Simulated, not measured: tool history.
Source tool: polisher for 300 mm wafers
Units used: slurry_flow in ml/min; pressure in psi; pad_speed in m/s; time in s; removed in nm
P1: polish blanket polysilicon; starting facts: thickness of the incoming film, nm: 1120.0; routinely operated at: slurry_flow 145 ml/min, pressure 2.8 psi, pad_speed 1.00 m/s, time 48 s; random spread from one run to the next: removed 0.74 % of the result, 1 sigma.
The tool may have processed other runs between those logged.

| run | hour | slurry_flow | pressure | pad_speed | time | removed |
|---|---|---|---|---|---|---|
| 1 | 4.3 | 145 | 2.8 | 1.00 | 48 | 454.43 |
| 2 | 8.5 | 145 | 2.8 | 1.00 | 72 | 689.24 |
| 3 | 14.3 | 145 | 2.8 | 0.56 | 35 | 186.69 |
| 4 | 19.4 | 145 | 2.8 | 1.00 | 48 | 455.91 |
| 5 | 25.4 | 145 | 2.8 | 0.66 | 48 | 298.85 |
| 6 | 28.5 | 145 | 2.8 | 1.52 | 48 | 691.44 |
| 7 | 32.4 | 225 | 2.8 | 1.00 | 48 | 489.80 |
| 8 | 35.1 | 145 | 2.8 | 1.00 | 23 | 217.16 |
|  | 35.3 | slurry nozzle cleaned |
| 9 | 41.1 | 85 | 2.8 | 1.00 | 48 | 405.25 |
| 10 | 44.5 | 145 | 2.8 | 1.00 | 48 | 459.24 |
| 11 | 50.2 | 145 | 4.1 | 1.00 | 48 | 663.38 |
| 12 | 54.2 | 145 | 2.8 | 1.00 | 48 | 457.53 |
| 13 | 60.3 | 145 | 2.8 | 1.00 | 48 | 452.31 |
| 14 | 65.1 | 145 | 2.8 | 1.00 | 48 | 458.90 |

Forecast run 15:
| 15 | 69.4 | 145 | 1.3 | 1.00 | 48 | ? |

removed: 211.28 nm

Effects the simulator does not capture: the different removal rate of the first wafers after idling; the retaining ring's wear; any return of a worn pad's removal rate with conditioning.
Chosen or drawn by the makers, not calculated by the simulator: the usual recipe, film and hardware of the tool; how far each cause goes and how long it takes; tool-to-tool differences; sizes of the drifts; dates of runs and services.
